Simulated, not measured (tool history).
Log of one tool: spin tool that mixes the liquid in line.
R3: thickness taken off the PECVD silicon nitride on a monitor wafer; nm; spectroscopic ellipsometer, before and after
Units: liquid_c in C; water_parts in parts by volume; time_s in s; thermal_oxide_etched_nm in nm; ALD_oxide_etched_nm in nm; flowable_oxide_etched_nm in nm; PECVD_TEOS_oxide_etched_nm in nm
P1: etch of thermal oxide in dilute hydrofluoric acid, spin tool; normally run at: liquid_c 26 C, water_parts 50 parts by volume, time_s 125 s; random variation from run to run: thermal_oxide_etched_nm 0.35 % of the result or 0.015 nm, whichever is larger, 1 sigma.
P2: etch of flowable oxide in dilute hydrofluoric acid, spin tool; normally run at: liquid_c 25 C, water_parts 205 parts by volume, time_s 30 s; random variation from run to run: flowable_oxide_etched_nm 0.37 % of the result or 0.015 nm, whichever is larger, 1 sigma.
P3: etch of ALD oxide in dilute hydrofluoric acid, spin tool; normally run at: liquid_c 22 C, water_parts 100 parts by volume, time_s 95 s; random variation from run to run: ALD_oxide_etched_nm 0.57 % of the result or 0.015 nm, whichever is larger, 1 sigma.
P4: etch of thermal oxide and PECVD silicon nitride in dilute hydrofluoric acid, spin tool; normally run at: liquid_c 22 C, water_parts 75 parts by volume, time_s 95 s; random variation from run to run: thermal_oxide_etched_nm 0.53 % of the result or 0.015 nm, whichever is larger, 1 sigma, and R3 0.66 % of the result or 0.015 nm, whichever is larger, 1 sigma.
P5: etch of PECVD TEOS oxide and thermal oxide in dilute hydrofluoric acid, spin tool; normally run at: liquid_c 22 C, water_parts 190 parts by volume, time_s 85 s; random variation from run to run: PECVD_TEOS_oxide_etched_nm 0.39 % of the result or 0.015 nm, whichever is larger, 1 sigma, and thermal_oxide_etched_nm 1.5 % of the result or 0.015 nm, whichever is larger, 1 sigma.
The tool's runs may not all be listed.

run 1 day=0.204 | process=P1 liquid_c=26 water_parts=50 time_s=125 | thermal_oxide_etched_nm=13.38
run 2 day=0.55 | process=P3 liquid_c=22 water_parts=50 time_s=95 | ALD_oxide_etched_nm=55.968
run 3 day=0.725 | process=P4 liquid_c=22 water_parts=75 time_s=95 | thermal_oxide_etched_nm=5.6257 R3=3.7242
run 4 day=1.038 | process=P1 liquid_c=26 water_parts=50 time_s=235 | thermal_oxide_etched_nm=25.168
run 5 day=1.408 | process=P1 liquid_c=26 water_parts=80 time_s=125 | thermal_oxide_etched_nm=7.9847
run 6 day=1.8 | process=P1 liquid_c=26 water_parts=50 time_s=125 | thermal_oxide_etched_nm=13.306
run 7 day=2.138 | process=P2 liquid_c=25 water_parts=205 time_s=30 | flowable_oxide_etched_nm=5.5476
run 8 day=2.367 | process=P1 liquid_c=26 water_parts=50 time_s=125 | thermal_oxide_etched_nm=13.353
run 9 day=2.721 | process=P4 liquid_c=17 water_parts=75 time_s=95 | thermal_oxide_etched_nm=4.5301 R3=2.5665
run 10 day=2.954 | process=P2 liquid_c=25 water_parts=205 time_s=30 | flowable_oxide_etched_nm=5.5491
run 11 day=3.171 | process=P5 liquid_c=22 water_parts=190 time_s=45 | thermal_oxide_etched_nm=0.99482 PECVD_TEOS_oxide_etched_nm=4.3786
run 12 day=3.55 | process=P1 liquid_c=26 water_parts=50 time_s=25 | thermal_oxide_etched_nm=2.6822
run 13 day=3.733 | process=P3 liquid_c=22 water_parts=100 time_s=95 | ALD_oxide_etched_nm=26.402
run 14 day=4.042 | process=P4 liquid_c=22 water_parts=75 time_s=15 | thermal_oxide_etched_nm=0.87173 R3=0.56476
run 15 day=4.358 | process=P5 liquid_c=22 water_parts=190 time_s=85 | thermal_oxide_etched_nm=1.774 PECVD_TEOS_oxide_etched_nm=8.2982
run 16 day=4.596 | process=P1 liquid_c=26 water_parts=50 time_s=125 | thermal_oxide_etched_nm=13.444
run 17 day=4.846 | process=P3 liquid_c=22 water_parts=100 time_s=95 | ALD_oxide_etched_nm=26.276
run 18 day=5.029 | process=P1 liquid_c=26 water_parts=75 time_s=35 | thermal_oxide_etched_nm=2.4356
run 19 day=5.221 | process=P1 liquid_c=31 water_parts=50 time_s=125 | thermal_oxide_etched_nm=16.29
run 20 day=5.392 | process=P3 liquid_c=22 water_parts=100 time_s=15 | ALD_oxide_etched_nm=4.1737
run 21 day=5.704 | process=P2 liquid_c=25 water_parts=205 time_s=15 | flowable_oxide_etched_nm=2.8047
run 22 day=5.996 | process=P1 liquid_c=26 water_parts=20 time_s=15 | thermal_oxide_etched_nm=4.1804

Run 23 comes next. What will it give?
run 23 day=6.212 | process=P5 liquid_c=17 water_parts=190 time_s=85 | thermal_oxide_etched_nm=? PECVD_TEOS_oxide_etched_nm=?

Run 23 gave thermal_oxide_etched_nm 1.5042 nm, PECVD_TEOS_oxide_etched_nm 6.8175 nm.
